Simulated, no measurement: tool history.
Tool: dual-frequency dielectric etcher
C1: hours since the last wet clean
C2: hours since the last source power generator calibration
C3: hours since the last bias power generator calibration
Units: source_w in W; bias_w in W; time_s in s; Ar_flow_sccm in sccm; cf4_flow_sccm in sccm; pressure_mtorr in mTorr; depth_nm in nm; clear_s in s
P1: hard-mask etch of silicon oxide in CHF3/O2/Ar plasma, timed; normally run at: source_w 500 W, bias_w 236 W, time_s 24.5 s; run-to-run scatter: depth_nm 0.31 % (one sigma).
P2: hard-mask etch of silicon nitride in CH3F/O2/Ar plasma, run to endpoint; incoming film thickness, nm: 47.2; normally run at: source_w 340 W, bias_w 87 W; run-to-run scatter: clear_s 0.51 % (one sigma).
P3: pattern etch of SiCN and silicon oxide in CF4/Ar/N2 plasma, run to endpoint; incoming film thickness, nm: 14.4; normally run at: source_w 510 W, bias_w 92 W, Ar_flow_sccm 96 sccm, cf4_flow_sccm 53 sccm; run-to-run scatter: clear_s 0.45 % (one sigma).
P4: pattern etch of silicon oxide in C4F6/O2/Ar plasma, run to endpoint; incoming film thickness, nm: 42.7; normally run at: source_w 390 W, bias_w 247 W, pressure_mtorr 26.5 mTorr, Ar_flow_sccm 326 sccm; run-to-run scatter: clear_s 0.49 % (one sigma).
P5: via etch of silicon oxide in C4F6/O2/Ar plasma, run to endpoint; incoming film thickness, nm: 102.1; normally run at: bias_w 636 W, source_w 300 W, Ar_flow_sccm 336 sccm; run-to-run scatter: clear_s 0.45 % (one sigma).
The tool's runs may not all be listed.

Run 1, hour 3.3: process P1, source_w 500 W, bias_w 236 W, time_s 24.5 s; C1 208.3; C2 700.1; C3 402.3. Result: depth_nm 51.327 nm.
Run 2, hour 6.4: process P1, source_w 500 W, bias_w 236 W, time_s 24.5 s; C1 211.4; C2 703.2; C3 405.4. Result: depth_nm 51.397 nm.
Run 3, hour 10: process P1, source_w 500 W, bias_w 236 W, time_s 24.5 s; C1 215; C2 706.8; C3 409. Result: depth_nm 51.131 nm.
Run 4, hour 14.9: process P3, source_w 510 W, bias_w 92 W, Ar_flow_sccm 78 sccm, cf4_flow_sccm 53 sccm; C1 219.9; C2 711.7; C3 413.9. Result: clear_s 13.385 s.
Run 5, hour 21.4: process P1, source_w 610 W, bias_w 236 W, time_s 24.5 s; C1 226.4; C2 718.2; C3 420.4. Result: depth_nm 55.018 nm.
Run 6, hour 25.4: process P4, source_w 470 W, bias_w 247 W, Ar_flow_sccm 326 sccm, pressure_mtorr 26.5 mTorr; C1 230.4; C2 722.2; C3 424.4. Result: clear_s 11.378 s.
Run 7, hour 30.6: process P1, source_w 500 W, bias_w 167 W, time_s 24.5 s; C1 235.6; C2 727.4; C3 429.6. Result: depth_nm 45.61 nm.
Run 8, hour 37.3: process P3, source_w 510 W, bias_w 54 W, Ar_flow_sccm 96 sccm, cf4_flow_sccm 53 sccm; C1 242.3; C2 734.1; C3 436.3. Result: clear_s 16.471 s.
Run 9, hour 43.9: process P5, source_w 240 W, bias_w 636 W, Ar_flow_sccm 336 sccm; C1 248.9; C2 740.7; C3 442.9. Result: clear_s 25.344 s.
Run 10, hour 49.4: process P1, source_w 500 W, bias_w 236 W, time_s 16 s; C1 254.4; C2 746.2; C3 448.4. Result: depth_nm 33.452 nm.
Run 11, hour 55.2: process P1, source_w 500 W, bias_w 157 W, time_s 34 s; C1 260.2; C2 752; C3 454.2. Result: depth_nm 62.036 nm.
Run 12, hour 60: process P1, source_w 500 W, bias_w 169 W, time_s 31 s; C1 265; C2 756.8; C3 459. Result: depth_nm 57.738 nm.
Run 13, hour 63.6: process P1, source_w 500 W, bias_w 236 W, time_s 31 s; C1 268.6; C2 760.4; C3 462.6. Result: depth_nm 64.507 nm.
Run 14, hour 69.5: process P5, source_w 300 W, bias_w 636 W, Ar_flow_sccm 336 sccm; C1 274.5; C2 766.3; C3 468.5. Result: clear_s 23.486 s.
Run 15, hour 73.6: process P1, source_w 500 W, bias_w 326 W, time_s 24.5 s; C1 278.6; C2 770.4; C3 472.6. Result: depth_nm 57.836 nm.
Run 16, hour 78.9: process P3, source_w 510 W, bias_w 92 W, Ar_flow_sccm 96 sccm, cf4_flow_sccm 70 sccm; C1 283.9; C2 775.7; C3 477.9. Result: clear_s 13.279 s.
Run 17, hour 82.7: process P2, source_w 470 W, bias_w 87 W; C1 287.7; C2 779.5; C3 481.7. Result: clear_s 60.677 s.
Run 18, hour 88.3: process P1, source_w 500 W, bias_w 236 W, time_s 24.5 s; C1 293.3; C2 785.1; C3 487.3. Result: depth_nm 51 nm.
Run 19, hour 92.4: process P4, source_w 390 W, bias_w 157 W, Ar_flow_sccm 326 sccm, pressure_mtorr 26.5 mTorr; C1 297.4; C2 789.2; C3 491.4. Result: clear_s 14.139 s.
Run 20, hour 98.7: process P4, source_w 390 W, bias_w 247 W, Ar_flow_sccm 195 sccm, pressure_mtorr 26.5 mTorr; C1 303.7; C2 795.5; C3 497.7. Result: clear_s 11.633 s.
Run 21, hour 102: process P1, source_w 500 W, bias_w 236 W, time_s 24.5 s; C1 307; C2 798.8; C3 501. Result: depth_nm 51.243 nm.
Run 22, hour 107.2: process P3, source_w 510 W, bias_w 92 W, Ar_flow_sccm 96 sccm, cf4_flow_sccm 53 sccm; C1 312.2; C2 804; C3 506.2. Result: clear_s 13.795 s.
Run 23, hour 110.5: process P3, source_w 510 W, bias_w 92 W, Ar_flow_sccm 96 sccm, cf4_flow_sccm 53 sccm; C1 315.5; C2 807.3; C3 509.5. Result: clear_s 13.818 s.
Run 24, hour 115.9: process P3, source_w 620 W, bias_w 92 W, Ar_flow_sccm 96 sccm, cf4_flow_sccm 53 sccm; C1 320.9; C2 812.7; C3 514.9. Result: clear_s 11.557 s.
Run 25, hour 121.8: process P2, source_w 340 W, bias_w 87 W; C1 326.8; C2 818.6; C3 520.8. Result: clear_s 68.773 s.
Run 26, hour 127: process P1, source_w 500 W, bias_w 236 W, time_s 24.5 s; C1 332; C2 823.8; C3 526. Result: depth_nm 51.272 nm.
Run 27, hour 133.6: process P5, source_w 300 W, bias_w 636 W, Ar_flow_sccm 460 sccm; C1 338.6; C2 830.4; C3 532.6. Result: clear_s 24.234 s.
Run 28, hour 139.4: process P1, source_w 320 W, bias_w 236 W, time_s 18 s; C1 344.4; C2 836.2; C3 538.4. Result: depth_nm 31.958 nm.
Run 29, hour 143: process P2, source_w 340 W, bias_w 51 W; C1 348; C2 839.8; C3 542. Result: clear_s 81.748 s.
At hour 144.6: wet clean of the chamber.
Run 30, hour 147.7: process P4, source_w 390 W, bias_w 247 W, Ar_flow_sccm 326 sccm, pressure_mtorr 35.5 mTorr; C1 3.1; C2 844.5; C3 546.7. Result: clear_s 12.653 s.
Run 31, hour 154.2: process P1, source_w 400 W, bias_w 236 W, time_s 24.5 s; C1 9.6; C2 851; C3 553.2. Result: depth_nm 47.038 nm.
Run 32, hour 160.5: process P5, source_w 300 W, bias_w 378 W, Ar_flow_sccm 336 sccm; C1 15.9; C2 857.3; C3 559.5. Result: clear_s 28.578 s.
Run 33, hour 164.9: process P4, source_w 390 W, bias_w 247 W, Ar_flow_sccm 326 sccm, pressure_mtorr 26.5 mTorr; C1 20.3; C2 861.7; C3 563.9. Result: clear_s 12.316 s.
Run 34, hour 168: process P1, source_w 500 W, bias_w 236 W, time_s 24.5 s; C1 23.4; C2 864.8; C3 567. Result: depth_nm 51.349 nm.
Run 35, hour 174.9: process P1, source_w 500 W, bias_w 236 W, time_s 24.5 s; C1 30.3; C2 871.7; C3 573.9. Result: depth_nm 50.996 nm.
Run 36, hour 179.8: process P1, source_w 500 W, bias_w 236 W, time_s 24.5 s; C1 35.2; C2 876.6; C3 578.8. Result: depth_nm 50.931 nm.
Run 37, hour 183.6: process P1, source_w 500 W, bias_w 236 W, time_s 24.5 s; C1 39; C2 880.4; C3 582.6. Result: depth_nm 50.865 nm.
Run 38, hour 188.6: process P1, source_w 500 W, bias_w 236 W, time_s 24.5 s; C1 44; C2 885.4; C3 587.6. Result: depth_nm 50.737 nm.
Run 39, hour 193: process P1, source_w 500 W, bias_w 236 W, time_s 24.5 s; C1 48.4; C2 889.8; C3 592. Result: depth_nm 50.551 nm.
At hour 194.3: wet clean of the chamber.
Run 40, hour 196.9: process P1, source_w 500 W, bias_w 236 W, time_s 24.5 s; C1 2.6; C2 893.7; C3 595.9. Result: depth_nm 50.439 nm.
Run 41, hour 202.7: process P1, source_w 500 W, bias_w 236 W, time_s 24.5 s; C1 8.4; C2 899.5; C3 601.7. Result: depth_nm 50.527 nm.
Run 42, hour 207: process P1, source_w 500 W, bias_w 236 W, time_s 24.5 s; C1 12.7; C2 903.8; C3 606. Result: depth_nm 50.444 nm.
Run 43, hour 210: process P1, source_w 500 W, bias_w 236 W, time_s 24.5 s; C1 15.7; C2 906.8; C3 609. Result: depth_nm 50.577 nm.
Run 44, hour 216.7: process P1, source_w 500 W, bias_w 236 W, time_s 24.5 s; C1 22.4; C2 913.5; C3 615.7. Result: depth_nm 50.379 nm.
Run 45, hour 221: process P1, source_w 500 W, bias_w 236 W, time_s 24.5 s; C1 26.7; C2 917.8; C3 620. Result: depth_nm 50.444 nm.

What P1 gives has crept away from where it was. These 2 causes fit the log equally well, each at the size given:
A: bias power that arrives under what is set, % = 4.25
B: source power that arrives under what is set, % = 4.04
The creep began at about hour 168.
Why every other cause is out:
chamber walls in a state that lowers the etch rate, %: serviced at hour 194.3, which brought nothing back

4 check runs are offered, each on 3 wafers whose results are averaged, their results left as question marks. Which one tells the causes apart?
Run check 1, hour 225.3: process P3, source_w 600 W, bias_w 92 W, Ar_flow_sccm 96 sccm, cf4_flow_sccm 53 sccm. Result: clear_s ?.
Run check 2, hour 225.3: process P5, source_w 300 W, bias_w 439 W, Ar_flow_sccm 447 sccm. Result: clear_s ?.
Run check 3, hour 225.3: process P4, source_w 390 W, bias_w 247 W, Ar_flow_sccm 201 sccm, pressure_mtorr 26.5 mTorr. Result: clear_s ?.
Run check 4, hour 225.3: process P2, source_w 420 W, bias_w 87 W. Result: clear_s ?.

What each check would give under each cause:
  check   result    if A    if B
check 1  clear_s  12.131  12.382
check 2  clear_s  28.235  28.209
check 3  clear_s  11.779  11.792
check 4  clear_s  64.157  64.163
How far apart the two closest causes lie, in the result that separates them most: check 1 2.05 %; check 2 0.09 %; check 3 0.12 %; check 4 0.01 %
Only check 1 tells the causes apart: in the others they would give nearly the same result.

Check 1 was then run and gave: clear_s 12.103 s. Which cause is it?

It is A: bias power that arrives under what is set, %.

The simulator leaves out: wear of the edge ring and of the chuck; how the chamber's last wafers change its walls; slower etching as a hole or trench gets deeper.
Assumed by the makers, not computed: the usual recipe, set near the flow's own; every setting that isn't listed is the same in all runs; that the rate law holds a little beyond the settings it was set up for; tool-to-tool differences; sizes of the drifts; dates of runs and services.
